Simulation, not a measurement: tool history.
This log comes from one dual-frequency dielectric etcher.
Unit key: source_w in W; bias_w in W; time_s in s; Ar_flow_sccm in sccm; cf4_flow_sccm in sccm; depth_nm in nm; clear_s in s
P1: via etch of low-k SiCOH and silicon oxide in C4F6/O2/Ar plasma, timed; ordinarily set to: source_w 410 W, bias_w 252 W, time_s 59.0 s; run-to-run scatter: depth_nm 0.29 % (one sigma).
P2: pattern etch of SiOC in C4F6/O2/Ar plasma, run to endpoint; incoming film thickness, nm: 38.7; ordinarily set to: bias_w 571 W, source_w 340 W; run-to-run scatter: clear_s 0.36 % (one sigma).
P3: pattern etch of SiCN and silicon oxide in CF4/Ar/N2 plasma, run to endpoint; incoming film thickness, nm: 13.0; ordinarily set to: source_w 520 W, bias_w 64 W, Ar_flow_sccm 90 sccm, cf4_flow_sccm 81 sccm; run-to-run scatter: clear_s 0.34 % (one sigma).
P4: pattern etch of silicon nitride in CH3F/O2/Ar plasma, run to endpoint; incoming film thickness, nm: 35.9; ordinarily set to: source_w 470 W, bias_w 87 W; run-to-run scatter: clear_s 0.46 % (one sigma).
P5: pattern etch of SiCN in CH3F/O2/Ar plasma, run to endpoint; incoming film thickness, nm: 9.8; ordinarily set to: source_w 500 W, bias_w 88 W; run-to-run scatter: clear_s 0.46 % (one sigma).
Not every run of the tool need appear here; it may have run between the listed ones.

run   hour  process  source_w  bias_w  time_s  Ar_flow_sccm  cf4_flow_sccm  depth_nm  clear_s
  1   10.6       P1       410     252    59.0                                170.210
  2   18.0       P1       410     252    59.0                                170.650
  3   26.7       P1       410     252    32.5                                 93.574
  4   38.3       P3       520      78                    90             81             12.505
  5   53.3       P2       280     571                                                  13.531
      54.8  -- source power generator calibrated
  6   69.7       P3       520      64                    90             60             14.077
  7   80.3       P5       500      52                                                  26.931
  8   94.8       P3       320      64                    90             81             20.610
  9  107.3       P1       410     358    59.0                                192.870
 10  123.1       P4       470     107                                                  42.356
 11  132.0       P1       320     252    84.0                                221.170
 12  146.9       P5       500      88                                                  22.430
 13  162.2       P5       500      88                                                  22.672
 14  173.6       P1       410     252    83.0                                240.110
 15  180.9       P1       410     252    59.0                                170.090
 16  188.4       P3       520      64                    90             81             13.271
 17  205.1       P3       520      64                    90             81             13.217
 18  219.8       P1       560     297    59.0                                202.850
 19  227.7       P1       410     252    59.0                                170.300
 20  237.7       P1       410     192    59.0                                155.770
 21  254.2       P4       360      87                                                  50.553
 22  269.4       P5       620      88                                                  20.782
 23  279.3       P1       410     252    59.0                                169.650
 24  291.4       P1       300     252    59.0                                151.810
 25  302.6       P2       340     571                                                  12.606
 26  318.5       P2       340     571                                                  12.631
 27  331.7       P4       470      87                                                  46.189
 28  347.2       P1       530     186    59.0                                171.290
 29  363.8       P3       520      64                   113             81             13.918
 30  373.0       P2       340     403                                                  14.316
 31  383.7       P1       520     252    59.0                                185.560
 32  394.8       P1       410     252    59.0                                170.990
 33  410.1       P1       410     252    59.0                                171.130
 34  423.0       P1       410     252    59.0                                172.030
 35  437.1       P1       410     252    59.0                                173.020
 36  452.0       P1       410     252    59.0                                173.300
     455.4  -- wet clean of the chamber
 37  462.5       P1       410     252    59.0                                172.760
 38  478.6       P1       410     252    59.0                                173.310
 39  492.2       P1       410     252    59.0                                172.990
 40  501.7       P1       410     252    59.0                                173.770
 41  515.3       P1       410     252    59.0                                172.900

The log shows P1 creeping away from where it was. Any of the 2 causes listed here, at the size stated for it, fits the log just as well as the others:
A: source power that arrives over what is set, % = 3.87
B: bias power that arrives over what is set, % = 4.38
Onset of the creep was near hour 394.8.
The rest of the possible causes, and what rules out each one:
chamber walls in a state that raises the etch rate, %: serviced at hour 455.4, after the drift had started, without restoring the earlier output

You are offered 4 check runs, listed below with question marks in place of their results; each one averages 2 wafers. Which run separates the listed causes by giving clearly different results for each?
check 1  528.9       P2       340     571                                                       ?
check 2  528.9       P5       500      88                                                       ?
check 3  528.9       P3       520      64                    90             81                  ?
check 4  528.9       P4       470      87                                                       ?

Check results expected under each cause:
  check   result    if A    if B
check 1  clear_s  12.415  12.384
check 2  clear_s  22.296  22.264
check 3  clear_s  12.899  13.164
check 4  clear_s  45.237  45.196
Per check, the gap between the least separated pair of causes, taken in the result that splits them most: check 1 0.26 %; check 2 0.14 %; check 3 2.04 %; check 4 0.09 %
Only check 3 tells the causes apart: in the others they would give nearly the same result.

The results of check 3 are: clear_s 13.126 s. Based on these, which of the listed causes is it?

B is the cause: bias power that arrives over what is set, %.
